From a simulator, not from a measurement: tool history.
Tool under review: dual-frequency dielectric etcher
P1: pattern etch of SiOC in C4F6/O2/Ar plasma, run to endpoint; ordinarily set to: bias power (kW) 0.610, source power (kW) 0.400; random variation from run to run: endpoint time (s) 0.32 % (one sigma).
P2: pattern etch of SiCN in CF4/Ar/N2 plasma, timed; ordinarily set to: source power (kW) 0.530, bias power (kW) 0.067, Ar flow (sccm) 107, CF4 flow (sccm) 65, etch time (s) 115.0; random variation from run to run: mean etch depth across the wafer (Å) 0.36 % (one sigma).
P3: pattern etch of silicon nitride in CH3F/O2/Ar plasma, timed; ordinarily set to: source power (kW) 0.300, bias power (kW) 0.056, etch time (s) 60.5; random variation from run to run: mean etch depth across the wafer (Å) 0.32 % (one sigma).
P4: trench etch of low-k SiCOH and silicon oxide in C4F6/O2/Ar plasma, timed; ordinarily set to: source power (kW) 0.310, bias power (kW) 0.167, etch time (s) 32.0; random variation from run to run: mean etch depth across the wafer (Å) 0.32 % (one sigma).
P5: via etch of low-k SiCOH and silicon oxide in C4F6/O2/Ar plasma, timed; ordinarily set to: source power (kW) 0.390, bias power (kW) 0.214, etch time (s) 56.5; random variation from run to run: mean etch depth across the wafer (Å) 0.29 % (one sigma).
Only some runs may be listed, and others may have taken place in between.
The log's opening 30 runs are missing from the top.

run	hour	process that ran	bias power (kW)	source power (kW)	etch time (s)	Ar flow (sccm)	CF4 flow (sccm)	hours since the last wet clean	hours since the last bias power generator calibration	hours since the last source power generator calibration	endpoint time (s)	mean etch depth across the wafer (Å)
31	190.6	P1	0.610	0.290				594.7	561.7	823.0	14.607	
32	194.8	P1	0.610	0.400				598.9	565.9	827.2	12.930	
33	201.6	P4	0.167	0.220	32.0			605.7	572.7	834.0		811.77
34	205.8	P1	0.610	0.400				609.9	576.9	838.2	12.898	
35	212.8	P1	0.610	0.400				616.9	583.9	845.2	12.869	
36	217.5	P1	0.610	0.400				621.6	588.6	849.9	12.813	
37	224.9	P1	0.610	0.400				629.0	596.0	857.3	12.688	
# hour 227.4: wet clean of the chamber
38	230.9	P1	0.610	0.400				3.5	602.0	863.3	12.740	
39	234.6	P1	0.610	0.400				7.2	605.7	867.0	12.615	
40	238.4	P1	0.610	0.400				11.0	609.5	870.8	12.661	
41	245.4	P1	0.610	0.400				18.0	616.5	877.8	12.617	
42	252.1	P1	0.610	0.400				24.7	623.2	884.5	12.680	

Forecast run 43:
43	256.6	P1	0.610	0.400				29.2	627.7	889.0	?	

Run 43 yielded endpoint time (s) 12.685.

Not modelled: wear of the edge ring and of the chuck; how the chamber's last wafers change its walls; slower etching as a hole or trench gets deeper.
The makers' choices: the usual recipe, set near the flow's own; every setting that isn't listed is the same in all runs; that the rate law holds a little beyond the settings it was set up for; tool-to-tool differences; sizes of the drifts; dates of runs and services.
